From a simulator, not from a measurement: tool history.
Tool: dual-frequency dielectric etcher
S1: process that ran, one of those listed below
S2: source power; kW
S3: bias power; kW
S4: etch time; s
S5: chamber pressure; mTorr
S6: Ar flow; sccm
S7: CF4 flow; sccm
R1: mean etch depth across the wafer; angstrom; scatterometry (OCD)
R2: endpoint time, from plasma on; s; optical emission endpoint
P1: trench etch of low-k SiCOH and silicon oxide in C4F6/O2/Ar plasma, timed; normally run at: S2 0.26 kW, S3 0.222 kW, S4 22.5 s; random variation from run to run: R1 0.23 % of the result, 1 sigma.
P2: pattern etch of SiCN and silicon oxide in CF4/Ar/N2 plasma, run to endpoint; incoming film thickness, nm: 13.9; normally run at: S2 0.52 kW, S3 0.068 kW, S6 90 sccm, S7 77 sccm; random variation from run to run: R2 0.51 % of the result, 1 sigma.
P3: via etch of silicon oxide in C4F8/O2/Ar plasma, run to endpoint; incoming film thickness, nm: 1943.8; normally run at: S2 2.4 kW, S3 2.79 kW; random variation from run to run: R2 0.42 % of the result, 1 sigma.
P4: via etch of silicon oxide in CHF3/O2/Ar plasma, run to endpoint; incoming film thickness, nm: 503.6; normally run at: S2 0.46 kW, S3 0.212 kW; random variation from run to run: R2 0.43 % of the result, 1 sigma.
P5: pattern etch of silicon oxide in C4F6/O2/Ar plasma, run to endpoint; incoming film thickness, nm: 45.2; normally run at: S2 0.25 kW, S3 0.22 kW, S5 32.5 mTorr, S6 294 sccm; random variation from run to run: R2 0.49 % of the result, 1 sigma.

run	hour	S1	S2	S3	S4	S5	S6	S7	R1	R2
1	6	P1	0.26	0.222	22.5				619.39	
2	12.1	P1	0.2	0.222	22.5				562	
3	17.2	P1	0.34	0.222	22.5				687.25	
4	26.9	P5	0.25	0.22		32.5	294			16.101
5	35.2	P1	0.26	0.222	22.5				619.62	
6	43.8	P1	0.26	0.151	22.5				544.77	
7	51.9	P3	2.4	2.79						319.35
8	62	P3	2.4	2.79						322.47
9	71.4	P1	0.26	0.222	22.5				619.6	
10	80.7	P2	0.52	0.068			90	107		13.288
11	88	P2	0.52	0.068			90	77		13.738
12	95.1	P1	0.26	0.155	12.5				305.55	
13	106	P5	0.25	0.22		26.5	294			15.752
14	116.2	P3	1.51	2.79						386.07
15	122.7	P2	0.7	0.068			90	77		10.639
16	130.8	P1	0.26	0.222	22.5				620.85	
17	139.2	P1	0.26	0.281	22.5				674.51	
18	145.3	P1	0.26	0.222	32				882.33	
19	150.8	P1	0.26	0.222	22.5				618.74	
20	161.4	P1	0.26	0.222	12.5				344.97	
21	168.2	P2	0.52	0.068			116	77		14.329
22	179	P5	0.25	0.298		32.5	294			14.274
23	188.7	P3	2.4	3.72						292.95
24	193.5	P5	0.25	0.22		32.5	398			16.596
25	203.5	P4	0.37	0.212						303.7
26	211.3	P5	0.25	0.22		32.5	294			15.998
27	216.3	P2	0.52	0.044			90	77		15.824
28	222.9	P5	0.15	0.22		32.5	294			19.382
29	230	P4	0.46	0.212						279.56
30	239.9	P4	0.46	0.264						258.11
31	249.5	P1	0.26	0.222	22.5				618.95	
32	259.7	P1	0.26	0.222	22.5				615.06	
33	269.4	P1	0.26	0.222	22.5				611.7	
34	277.6	P1	0.26	0.222	22.5				613.43	
# hour 280.3: wet clean of the chamber
35	282.7	P1	0.26	0.222	22.5				610.52	
36	292.2	P1	0.26	0.222	22.5				612.43	
37	299	P1	0.26	0.222	22.5				608.41	
38	304.2	P1	0.26	0.222	22.5				610.26	
39	315.2	P1	0.26	0.222	22.5				610.45	
40	323	P1	0.26	0.222	22.5				606.7	
41	333.7	P1	0.26	0.222	22.5				611.26	

What P1 gives has crept away from where it was. These 2 causes fit the log equally well, each at the size given:
A: bias power that arrives under what is set, % = 4.86
B: source power that arrives under what is set, % = 4.32
The creep began at about hour 249.5.
Why every other cause is out:
chamber walls in a state that lowers the etch rate, %: serviced at hour 280.3, which brought nothing back

4 check runs are offered, each on 2 wafers whose results are averaged, their results left as question marks. Which one tells the causes apart?
check 1	344.4	P3	1.74	2.79						?
check 2	344.4	P2	0.52	0.048			90	103		?
check 3	344.4	P5	0.16	0.291		32.5	294			?
check 4	344.4	P4	0.46	0.244						?

What each check would give under each cause:
check	result	if A	if B
check 1	R2	370.7	371.4
check 2	R2	14.868	15.26
check 3	R2	17.466	17.437
check 4	R2	271.45	271.06
How far apart the two closest causes lie, in the result that separates them most: check 1 0.19 %; check 2 2.6 %; check 3 0.17 %; check 4 0.14 %
Check 2 tells the causes apart: in the others they would give nearly the same result.

Check 2 was then run and gave: R2 15.219 s. Which cause is it?

It is B: source power that arrives under what is set, %.
